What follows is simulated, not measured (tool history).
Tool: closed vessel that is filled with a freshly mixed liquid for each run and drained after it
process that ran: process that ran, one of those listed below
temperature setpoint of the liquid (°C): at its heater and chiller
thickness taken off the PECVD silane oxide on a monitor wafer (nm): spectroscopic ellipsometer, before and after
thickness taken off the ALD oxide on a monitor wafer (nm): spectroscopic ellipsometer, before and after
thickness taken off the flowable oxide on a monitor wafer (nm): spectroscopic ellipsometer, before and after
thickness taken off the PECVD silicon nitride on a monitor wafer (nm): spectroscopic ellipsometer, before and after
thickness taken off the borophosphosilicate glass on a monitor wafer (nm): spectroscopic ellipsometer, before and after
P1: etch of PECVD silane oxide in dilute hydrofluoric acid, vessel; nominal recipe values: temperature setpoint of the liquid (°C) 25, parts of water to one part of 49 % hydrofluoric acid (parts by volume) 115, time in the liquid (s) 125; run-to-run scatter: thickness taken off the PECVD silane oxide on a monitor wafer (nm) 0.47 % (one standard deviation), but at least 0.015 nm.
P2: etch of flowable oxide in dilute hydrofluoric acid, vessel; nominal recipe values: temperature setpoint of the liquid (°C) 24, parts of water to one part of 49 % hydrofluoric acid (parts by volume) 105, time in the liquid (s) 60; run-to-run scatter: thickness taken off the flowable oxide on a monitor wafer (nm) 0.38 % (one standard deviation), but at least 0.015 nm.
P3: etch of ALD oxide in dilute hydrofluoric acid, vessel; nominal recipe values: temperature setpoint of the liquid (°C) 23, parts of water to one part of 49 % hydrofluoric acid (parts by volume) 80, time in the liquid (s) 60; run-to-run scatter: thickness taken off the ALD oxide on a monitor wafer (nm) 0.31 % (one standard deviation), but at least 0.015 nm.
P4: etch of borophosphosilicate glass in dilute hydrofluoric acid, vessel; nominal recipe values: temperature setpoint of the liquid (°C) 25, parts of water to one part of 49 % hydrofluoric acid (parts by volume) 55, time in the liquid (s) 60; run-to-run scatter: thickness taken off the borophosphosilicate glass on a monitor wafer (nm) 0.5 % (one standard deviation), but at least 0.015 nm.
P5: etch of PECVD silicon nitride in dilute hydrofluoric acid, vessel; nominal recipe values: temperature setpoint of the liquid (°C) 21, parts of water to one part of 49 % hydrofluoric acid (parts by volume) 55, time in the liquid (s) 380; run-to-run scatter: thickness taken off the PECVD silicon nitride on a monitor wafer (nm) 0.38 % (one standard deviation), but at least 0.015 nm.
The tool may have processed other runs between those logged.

run   hour  process that ran  temperature setpoint of the liquid (°C)  parts of water to one part of 49 % hydrofluoric acid (parts by volume)  time in the liquid (s)  hours since the thermometer was replaced  hours since the hydrofluoric acid flow meter was replaced  thickness taken off the PECVD silane oxide on a monitor wafer (nm)  thickness taken off the ALD oxide on a monitor wafer (nm)  thickness taken off the flowable oxide on a monitor wafer (nm)  thickness taken off the PECVD silicon nitride on a monitor wafer (nm)  thickness taken off the borophosphosilicate glass on a monitor wafer (nm)
  1    4.7                P1                                       25                                                                     115                     125                                    1832.6                                                      354.5                                                              42.014
  2   13.4                P1                                       21                                                                     115                     125                                    1841.3                                                      363.2                                                              35.725
  3   19.8                P1                                       25                                                                      45                     125                                    1847.7                                                      369.6                                                              117.74
  4   29.4                P3                                       30                                                                      80                      60                                    1857.3                                                      379.2                                                                                                                         22.243
  5     34                P3                                       23                                                                      20                      60                                    1861.9                                                      383.8                                                                                                                         73.208
  6   40.3                P2                                       24                                                                     105                     115                                    1868.2                                                      390.1                                                                                                                                                                                          48.22
  7   44.6                P5                                       21                                                                      55                     380                                    1872.5                                                      394.4                                                                                                                                                                                                                                                                12.716
  8   51.4                P2                                       24                                                                     105                      60                                    1879.3                                                      401.2                                                                                                                                                                                         25.048
  9   57.2                P3                                       23                                                                      80                     100                                    1885.1                                                        407                                                                                                                         28.353
 10   66.1                P5                                       21                                                                      25                     380                                      1894                                                      415.9                                                                                                                                                                                                                                                                27.309
 11   73.3                P5                                       21                                                                      55                     745                                    1901.2                                                      423.1                                                                                                                                                                                                                                                                25.061
 12   78.5                P3                                       23                                                                      80                      60                                    1906.4                                                      428.3                                                                                                                         16.957
 13   86.5                P1                                       25                                                                      75                     225                                    1914.4                                                      436.3                                                              121.36
 14   94.4                P1                                       25                                                                     115                      55                                    1922.3                                                      444.2                                                              18.286
 15  101.4                P1                                       25                                                                     115                     250                                    1929.3                                                      451.2                                                              83.091
 16  106.6                P3                                       23                                                                      80                      60                                    1934.5                                                      456.4                                                                                                                          16.95
 17  113.5                P1                                       25                                                                     115                     125                                    1941.4                                                      463.3                                                              41.867
 18  121.8                P4                                       25                                                                      95                      60                                    1949.7                                                      471.6                                                                                                                                                                                                                                                                                                                                           36.201
 19  126.1                P2                                     27.5                                                                     105                      60                                      1954                                                      475.9                                                                                                                                                                                         28.634
 20  131.2                P4                                       25                                                                      55                     110                                    1959.1                                                        481                                                                                                                                                                                                                                                                                                                                           120.29
 21  139.3                P1                                       25                                                                     115                     125                                    1967.2                                                      489.1                                                              42.185
 22  148.2                P2                                       24                                                                     140                      60                                    1976.1                                                        498                                                                                                                                                                                         18.087
 23  153.5                P1                                       25                                                                     115                     125                                    1981.4                                                      503.3                                                              41.664
 24  162.8                P1                                       25                                                                     115                     125                                    1990.7                                                      512.6                                                              41.925
 25  172.5                P1                                       32                                                                     115                     125                                    2000.4                                                      522.3                                                              54.433
 26  179.5                P5                                       21                                                                      55                     380                                    2007.4                                                      529.3                                                                                                                                                                                                                                                                 12.75
 27  185.2                P4                                       31                                                                      55                      60                                    2013.1                                                        535                                                                                                                                                                                                                                                                                                                                           84.016
 28  194.8                P5                                       17                                                                      55                     380                                    2022.7                                                      544.6                                                                                                                                                                                                                                                                9.6205
 29  200.5                P1                                       25                                                                     115                     125                                    2028.4                                                      550.3                                                              42.145
 30  205.5                P1                                       25                                                                     115                     125                                    2033.4                                                      555.3                                                               41.94
 31    211                P4                                       25                                                                      55                      60                                    2038.9                                                      560.8                                                                                                                                                                                                                                                                                                                                           65.622
 32  217.6                P1                                       25                                                                     190                     125                                    2045.5                                                      567.4                                                              23.028
 33  222.4                P1                                       25                                                                     115                     125                                    2050.3                                                      572.2                                                              41.693
 34  229.7                P1                                       25                                                                     115                     125                                    2057.6                                                      579.5                                                              40.498

Run 35 comes next. What will it give?
 35  237.6                P1                                       25                                                                     115                     125                                    2065.5                                                      587.4                                                                   ?

For run 35 the tool returned thickness taken off the PECVD silane oxide on a monitor wafer (nm) 39.676.

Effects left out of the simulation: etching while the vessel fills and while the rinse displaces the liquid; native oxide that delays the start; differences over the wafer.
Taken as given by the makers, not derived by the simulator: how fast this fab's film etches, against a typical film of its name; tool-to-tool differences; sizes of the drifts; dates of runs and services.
